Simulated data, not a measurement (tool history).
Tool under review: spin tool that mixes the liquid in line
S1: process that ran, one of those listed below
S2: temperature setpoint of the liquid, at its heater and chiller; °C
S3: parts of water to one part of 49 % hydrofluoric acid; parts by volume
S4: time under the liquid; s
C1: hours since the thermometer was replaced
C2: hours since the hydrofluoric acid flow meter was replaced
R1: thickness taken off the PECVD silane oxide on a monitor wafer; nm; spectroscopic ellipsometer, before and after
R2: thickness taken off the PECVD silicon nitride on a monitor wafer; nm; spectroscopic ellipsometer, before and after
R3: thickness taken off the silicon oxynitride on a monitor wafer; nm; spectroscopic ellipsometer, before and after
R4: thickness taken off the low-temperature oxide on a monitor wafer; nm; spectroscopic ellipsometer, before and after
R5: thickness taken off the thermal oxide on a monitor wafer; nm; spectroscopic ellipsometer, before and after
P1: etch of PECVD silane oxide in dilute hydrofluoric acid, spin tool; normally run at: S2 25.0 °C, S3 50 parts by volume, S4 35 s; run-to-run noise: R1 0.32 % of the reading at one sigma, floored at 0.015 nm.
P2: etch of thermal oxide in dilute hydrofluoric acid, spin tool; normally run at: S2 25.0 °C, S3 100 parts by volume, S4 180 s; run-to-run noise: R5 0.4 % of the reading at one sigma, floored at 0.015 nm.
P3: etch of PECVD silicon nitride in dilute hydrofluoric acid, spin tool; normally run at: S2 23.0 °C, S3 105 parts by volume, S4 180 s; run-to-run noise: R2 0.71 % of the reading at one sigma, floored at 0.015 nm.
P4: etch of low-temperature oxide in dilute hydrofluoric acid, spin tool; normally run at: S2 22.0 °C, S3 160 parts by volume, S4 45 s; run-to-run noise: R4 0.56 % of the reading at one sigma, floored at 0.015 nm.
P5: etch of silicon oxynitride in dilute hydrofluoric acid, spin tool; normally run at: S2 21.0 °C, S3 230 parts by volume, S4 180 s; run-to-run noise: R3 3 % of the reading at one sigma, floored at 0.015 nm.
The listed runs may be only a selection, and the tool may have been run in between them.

run   hour  S1    S2   S3   S4     C1     C2       R1      R2        R3       R4       R5
  1    8.6  P1  25.0   50   35  663.7  572.7  16.3560
  2   17.1  P1  25.0   50   35  672.2  581.2  16.3350
  3   26.8  P3  23.0  105  310  681.9  590.9           5.1023
  4   32.1  P1  25.0   20   35  687.2  596.2  42.5090
  5   40.7  P5  21.0  230  180  695.8  604.8                   0.908270
  6   48.9  P3  17.0  105  180  704.0  613.0           2.0015
  7   53.1  P1  25.0   50   15  708.2  617.2   6.9733
  8   60.4  P4  22.0  160   45  715.5  624.5                              4.7376
  9   65.4  P1  29.5   50   35  720.5  629.5  19.5490
 10   70.0  P3  23.0  105  180  725.1  634.1           2.9964
 11   75.1  P1  25.0   75   35  730.2  639.2  10.4650
 12   80.5  P2  25.0  155  180  735.6  644.6                                       5.4544
 13   89.6  P1  19.0   50   35  744.7  653.7  12.6970
 14   96.9  P4  22.0   30   45  752.0  661.0                             29.7120
 15  103.3  P2  25.0  100  180  758.4  667.4                                       9.0700
 16  107.9  P2  25.0  100  330  763.0  672.0                                      16.5590
 17  114.3  P5  21.0  230   15  769.4  678.4                   0.093467
 18  123.5  P3  23.0  105  180  778.6  687.6           2.9786
 19  129.9  P4  17.0  160   45  785.0  694.0                              3.9187
 20  137.3  P4  22.0  160   45  792.4  701.4                              4.8024
 21  141.9  P3  23.0  160  180  797.0  706.0           1.9816
 22  146.9  P1  25.0   50   35  802.0  711.0  16.4430
 23  155.8  P5  26.0  230  180  810.9  719.9                   1.107600
 24  161.1  P1  25.0   20   65  816.2  725.2  78.7170
 25  169.2  P1  17.5   50   20  824.3  733.3   6.8309
 26  176.5  P1  25.0   50   35  831.6  740.6  16.3160
 27  185.3  P5  21.0   35  180  840.4  749.4                   7.129200
 28  189.9  P1  25.0   50   35  845.0  754.0  16.2960
 29  198.7  P4  22.0  160   15  853.8  762.8                              1.5997
 30  204.1  P1  25.0   50   65  859.2  768.2  30.2230
 31  212.8  P5  21.0  230  180  867.9  776.9                   0.881380
 32  218.1  P2  19.5  100  180  873.2  782.2                                       7.2507
 33  227.0  P1  25.0   50   35  882.1  791.1  16.2570
 34  232.3  P1  25.0   50   35  887.4  796.4  16.8510
 35  239.2  P1  25.0   50   35  894.3  803.3  17.1210
 36  245.6  P1  25.0   50   35  900.7  809.7  17.1770
 37  251.9  P1  25.0   50   35  907.0  816.0  17.3670
 38  258.3  P1  25.0   50   35  913.4  822.4  17.3700
 39  265.9  P1  25.0   50   35  921.0  830.0  17.4340
 40  272.0  P1  25.0   50   35  927.1  836.1  17.4320
 41  278.4  P1  25.0   50   35  933.5  842.5  17.5520

P1 has crept away from where it was. The log is fitted equally well by each of these 2 causes, at the sizes shown:
A: liquid hotter than its thermometer reads (K) = 1.74
B: hydrofluoric acid flow above the setpoint (%) = 6.8
The creep began at about hour 227.0.

Consider the 4 check runs below, whose results appear as question marks and each of which averages 2 wafers. Which one distinguishes the causes, in that each cause would give it a clearly different result?
check 1  284.8  P4  22.0  160   45                       ?
check 2  284.8  P3  23.0  105  180               ?
check 3  284.8  P2  25.0  100  180                           ?
check 4  284.8  P5  21.0  230  180                   ?

What each check would give under each cause:
  check  result      if A      if B
check 1      R4    5.1230    5.1746
check 2      R2    3.3539    3.1912
check 3      R5    9.6506    9.7097
check 4      R3  0.969320  0.966770
Per check, the gap between the least separated pair of causes, taken in the result that splits them most: check 1 1 %; check 2 4.97 %; check 3 0.61 %; check 4 0.26 %
The causes can be told apart only by check 2. The other checks would give nearly the same results under each of them.

Running check 2 produced the following: R2 3.1961 nm. Which one of the listed causes fits?

B is the cause: hydrofluoric acid flow above the setpoint (%).

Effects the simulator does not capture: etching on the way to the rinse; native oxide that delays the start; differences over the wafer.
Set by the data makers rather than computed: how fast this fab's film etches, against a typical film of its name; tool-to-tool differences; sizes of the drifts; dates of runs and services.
